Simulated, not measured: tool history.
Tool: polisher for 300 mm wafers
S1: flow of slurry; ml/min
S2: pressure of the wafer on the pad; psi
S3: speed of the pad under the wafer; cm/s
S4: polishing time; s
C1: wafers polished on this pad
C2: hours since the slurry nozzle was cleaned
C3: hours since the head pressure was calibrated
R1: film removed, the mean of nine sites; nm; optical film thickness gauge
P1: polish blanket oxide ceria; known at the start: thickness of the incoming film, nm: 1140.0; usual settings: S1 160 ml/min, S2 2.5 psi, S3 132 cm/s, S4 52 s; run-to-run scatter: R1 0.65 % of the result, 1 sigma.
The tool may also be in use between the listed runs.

{"run": 1, "day": 0.312, "S1": 160, "S2": 2.5, "S3": 132, "S4": 52, "C1": 797, "C2": 179.8, "C3": 431.8, "R1": 282.47}
{"run": 2, "day": 0.579, "S1": 245, "S2": 2.5, "S3": 132, "S4": 52, "C1": 871, "C2": 186.2, "C3": 438.2, "R1": 299.3}
{"run": 3, "day": 1.117, "S1": 160, "S2": 2.5, "S3": 132, "S4": 52, "C1": 1021, "C2": 199.1, "C3": 451.1, "R1": 280.91}
{"run": 4, "day": 1.571, "S1": 160, "S2": 1.8, "S3": 132, "S4": 52, "C1": 1147, "C2": 210.0, "C3": 462.0, "R1": 203.89}
{"run": 5, "day": 1.838, "S1": 160, "S2": 3.9, "S3": 132, "S4": 52, "C1": 1221, "C2": 216.4, "C3": 468.4, "R1": 437.82}
{"run": 6, "day": 2.379, "S1": 160, "S2": 2.5, "S3": 102, "S4": 36, "C1": 1372, "C2": 229.4, "C3": 481.4, "R1": 151.68}
{"run": 7, "day": 2.746, "S1": 95, "S2": 2.5, "S3": 132, "S4": 52, "C1": 1474, "C2": 238.2, "C3": 490.2, "R1": 253.47}
{"run": 8, "day": 3.1, "S1": 160, "S2": 2.5, "S3": 132, "S4": 52, "C1": 1572, "C2": 246.7, "C3": 498.7, "R1": 285.16}
{"run": 9, "day": 3.538, "S1": 210, "S2": 2.5, "S3": 204, "S4": 52, "C1": 1694, "C2": 257.2, "C3": 509.2, "R1": 452.99}
{"day": 3.654, "done": "head pressure recalibrated"}
{"run": 10, "day": 3.862, "S1": 160, "S2": 2.5, "S3": 132, "S4": 52, "C1": 1785, "C2": 265.0, "C3": 5.0, "R1": 282.75}
{"run": 11, "day": 4.117, "S1": 160, "S2": 2.5, "S3": 132, "S4": 52, "C1": 1855, "C2": 271.1, "C3": 11.1, "R1": 281.41}
{"run": 12, "day": 4.604, "S1": 160, "S2": 2.5, "S3": 132, "S4": 24, "C1": 1991, "C2": 282.8, "C3": 22.8, "R1": 131.96}
{"run": 13, "day": 5.054, "S1": 160, "S2": 2.5, "S3": 196, "S4": 52, "C1": 2116, "C2": 293.6, "C3": 33.6, "R1": 424.24}
{"run": 14, "day": 5.462, "S1": 160, "S2": 2.5, "S3": 132, "S4": 81, "C1": 2230, "C2": 303.4, "C3": 43.4, "R1": 441.03}
{"run": 15, "day": 5.946, "S1": 160, "S2": 2.5, "S3": 88, "S4": 52, "C1": 2364, "C2": 315.0, "C3": 55.0, "R1": 187.28}
{"run": 16, "day": 6.279, "S1": 160, "S2": 2.5, "S3": 132, "S4": 52, "C1": 2457, "C2": 323.0, "C3": 63.0, "R1": 283.36}
{"run": 17, "day": 6.712, "S1": 160, "S2": 2.5, "S3": 132, "S4": 52, "C1": 2577, "C2": 333.4, "C3": 73.4, "R1": 272.02}
{"day": 7.212, "done": "head pressure recalibrated"}
{"run": 18, "day": 7.246, "S1": 160, "S2": 2.5, "S3": 132, "S4": 52, "C1": 2726, "C2": 346.2, "C3": 0.8, "R1": 266.45}
{"run": 19, "day": 7.562, "S1": 160, "S2": 2.5, "S3": 132, "S4": 52, "C1": 2814, "C2": 353.8, "C3": 8.4, "R1": 265.11}
{"run": 20, "day": 8.033, "S1": 160, "S2": 2.5, "S3": 132, "S4": 52, "C1": 2945, "C2": 365.1, "C3": 19.7, "R1": 265.15}
{"run": 21, "day": 8.425, "S1": 160, "S2": 2.5, "S3": 132, "S4": 52, "C1": 3054, "C2": 374.5, "C3": 29.1, "R1": 265.87}
{"run": 22, "day": 8.758, "S1": 160, "S2": 2.5, "S3": 132, "S4": 52, "C1": 3146, "C2": 382.5, "C3": 37.1, "R1": 259.54}

What P1 gives has crept away from where it was. These 2 causes fit the log equally well, each at the size given:
A: slurry flow missing at the pad, % = 31.9
B: removal rate lost through wear of the pad, % = 7.27
The creep began at about day 6.279.
Why every other cause is out:
head's pressure below its setpoint, %: serviced at day 7.212, which brought nothing back

4 check runs are offered, each on 5 wafers whose results are averaged, their results left as question marks. Which one tells the causes apart?
{"run": "check 1", "day": 9.092, "S1": 160, "S2": 3.9, "S3": 132, "S4": 52, "R1": "?"}
{"run": "check 2", "day": 9.092, "S1": 160, "S2": 2.5, "S3": 178, "S4": 52, "R1": "?"}
{"run": "check 3", "day": 9.092, "S1": 245, "S2": 2.5, "S3": 132, "S4": 40, "R1": "?"}
{"run": "check 4", "day": 9.092, "S1": 160, "S2": 2.5, "S3": 94, "S4": 52, "R1": "?"}

What each check would give under each cause:
check=check_1 result=R1 if_A=409.29 if_B=409.32
check=check_2 result=R1 if_A=353.80 if_B=353.82
check=check_3 result=R1 if_A=219.13 if_B=213.81
check=check_4 result=R1 if_A=186.84 if_B=186.85
How far apart the two closest causes lie, in the result that separates them most: check 1 0.01 %; check 2 0.01 %; check 3 2.46 %; check 4 0.01 %
Only check 3 tells the causes apart: in the others they would give nearly the same result.

Then check 3 was run and gave: R1 219.50 nm. Which cause is it?

It is A: slurry flow missing at the pad, %.
